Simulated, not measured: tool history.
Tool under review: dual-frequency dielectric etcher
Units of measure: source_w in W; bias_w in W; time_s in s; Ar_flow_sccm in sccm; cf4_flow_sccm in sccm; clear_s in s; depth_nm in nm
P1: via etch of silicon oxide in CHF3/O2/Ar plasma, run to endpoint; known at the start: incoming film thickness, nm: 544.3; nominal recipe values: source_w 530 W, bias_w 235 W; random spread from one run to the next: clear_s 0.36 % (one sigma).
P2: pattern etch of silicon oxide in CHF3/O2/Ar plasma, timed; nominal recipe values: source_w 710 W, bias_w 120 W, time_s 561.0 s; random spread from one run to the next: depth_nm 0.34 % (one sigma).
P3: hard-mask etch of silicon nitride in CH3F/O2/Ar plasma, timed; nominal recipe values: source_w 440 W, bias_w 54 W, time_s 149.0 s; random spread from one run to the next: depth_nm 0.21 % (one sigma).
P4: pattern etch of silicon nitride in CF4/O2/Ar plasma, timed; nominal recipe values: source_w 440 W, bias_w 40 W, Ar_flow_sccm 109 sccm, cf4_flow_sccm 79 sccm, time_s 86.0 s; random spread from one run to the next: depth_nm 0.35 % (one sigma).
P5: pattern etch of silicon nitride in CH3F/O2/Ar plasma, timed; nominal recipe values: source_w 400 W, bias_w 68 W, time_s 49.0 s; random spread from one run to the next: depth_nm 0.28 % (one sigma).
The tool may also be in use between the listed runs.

| run | hour | process | source_w | bias_w | time_s | Ar_flow_sccm | cf4_flow_sccm | hours since the last wet clean | hours since the last source power generator calibration | hours since the last bias power generator calibration | clear_s | depth_nm |
|---|---|---|---|---|---|---|---|---|---|---|---|---|
| 1 | 5.9 | P1 | 530 | 235 |  |  |  | 224.7 | 2128.3 | 1408.9 | 262.91 |  |
| 2 | 10.0 | P3 | 300 | 54 | 149.0 |  |  | 228.8 | 2132.4 | 1413.0 |  | 84.406 |
| 3 | 14.3 | P2 | 710 | 120 | 561.0 |  |  | 233.1 | 2136.7 | 1417.3 |  | 1031.400 |
| 4 | 19.9 | P2 | 710 | 71 | 561.0 |  |  | 238.7 | 2142.3 | 1422.9 |  | 891.250 |
| 5 | 26.2 | P4 | 440 | 40 | 86.0 | 109 | 79 | 245.0 | 2148.6 | 1429.2 |  | 132.010 |
| 6 | 32.8 | P1 | 530 | 235 |  |  |  | 251.6 | 2155.2 | 1435.8 | 265.47 |  |
| 7 | 38.1 | P4 | 440 | 40 | 63.0 | 109 | 79 | 256.9 | 2160.5 | 1441.1 |  | 96.830 |
| 8 | 44.1 | P4 | 440 | 40 | 86.0 | 72 | 79 | 262.9 | 2166.5 | 1447.1 |  | 140.590 |
| 9 | 48.2 | P5 | 400 | 91 | 49.0 |  |  | 267.0 | 2170.6 | 1451.2 |  | 37.564 |
| 10 | 52.8 | P4 | 440 | 40 | 86.0 | 109 | 79 | 271.6 | 2175.2 | 1455.8 |  | 131.360 |
| 11 | 57.8 | P5 | 400 | 68 | 49.0 |  |  | 276.6 | 2180.2 | 1460.8 |  | 33.966 |
| 12 | 64.6 | P4 | 270 | 40 | 86.0 | 109 | 79 | 283.4 | 2187.0 | 1467.6 |  | 85.998 |
| 13 | 71.7 | P3 | 440 | 54 | 149.0 |  |  | 290.5 | 2194.1 | 1474.7 |  | 97.507 |
| 14 | 76.6 | P1 | 730 | 235 |  |  |  | 295.4 | 2199.0 | 1479.6 | 234.00 |  |
| 15 | 83.3 | P1 | 530 | 287 |  |  |  | 302.1 | 2205.7 | 1486.3 | 246.27 |  |
| 16 | 88.4 | P4 | 440 | 56 | 86.0 | 109 | 79 | 307.2 | 2210.8 | 1491.4 |  | 150.840 |
| 17 | 91.6 | P1 | 390 | 316 |  |  |  | 310.4 | 2214.0 | 1494.6 | 263.51 |  |
| 18 | 97.6 | P1 | 530 | 235 |  |  |  | 316.4 | 2220.0 | 1500.6 | 265.53 |  |
| 19 | 104.6 | P4 | 440 | 40 | 86.0 | 109 | 111 | 323.4 | 2227.0 | 1507.6 |  | 138.310 |
| 20 | 111.1 | P5 | 400 | 68 | 29.0 |  |  | 329.9 | 2233.5 | 1514.1 |  | 20.065 |
| 21 | 115.5 | P1 | 530 | 235 |  |  |  | 334.3 | 2237.9 | 1518.5 | 263.31 |  |
| 22 | 121.7 | P5 | 560 | 68 | 49.0 |  |  | 340.5 | 2244.1 | 1524.7 |  | 38.570 |
| 23 | 126.4 | P1 | 530 | 235 |  |  |  | 345.2 | 2248.8 | 1529.4 | 262.46 |  |
| 24 | 131.8 | P2 | 480 | 120 | 561.0 |  |  | 350.6 | 2254.2 | 1534.8 |  | 888.620 |
| 25 | 138.4 | P3 | 440 | 54 | 149.0 |  |  | 357.2 | 2260.8 | 1541.4 |  | 97.745 |
| 26 | 144.4 | P1 | 430 | 235 |  |  |  | 363.2 | 2266.8 | 1547.4 | 285.53 |  |
| 27 | 147.7 | P2 | 710 | 120 | 825.0 |  |  | 366.5 | 2270.1 | 1550.7 |  | 1516.900 |
| 28 | 151.8 | P1 | 530 | 183 |  |  |  | 370.6 | 2274.2 | 1554.8 | 289.83 |  |
| 29 | 155.5 | P1 | 530 | 235 |  |  |  | 374.3 | 2277.9 | 1558.5 | 264.77 |  |
| 30 | 162.4 | P3 | 440 | 75 | 149.0 |  |  | 381.2 | 2284.8 | 1565.4 |  | 108.680 |
| 31 | 166.6 | P3 | 440 | 54 | 200.5 |  |  | 385.4 | 2289.0 | 1569.6 |  | 131.200 |
| 32 | 169.8 | P1 | 530 | 235 |  |  |  | 388.6 | 2292.2 | 1572.8 | 264.44 |  |

What does the tool deliver on the next run?
| 33 | 175.0 | P1 | 530 | 235 |  |  |  | 393.8 | 2297.4 | 1578.0 | ? |  |

clear_s: 265.22 s
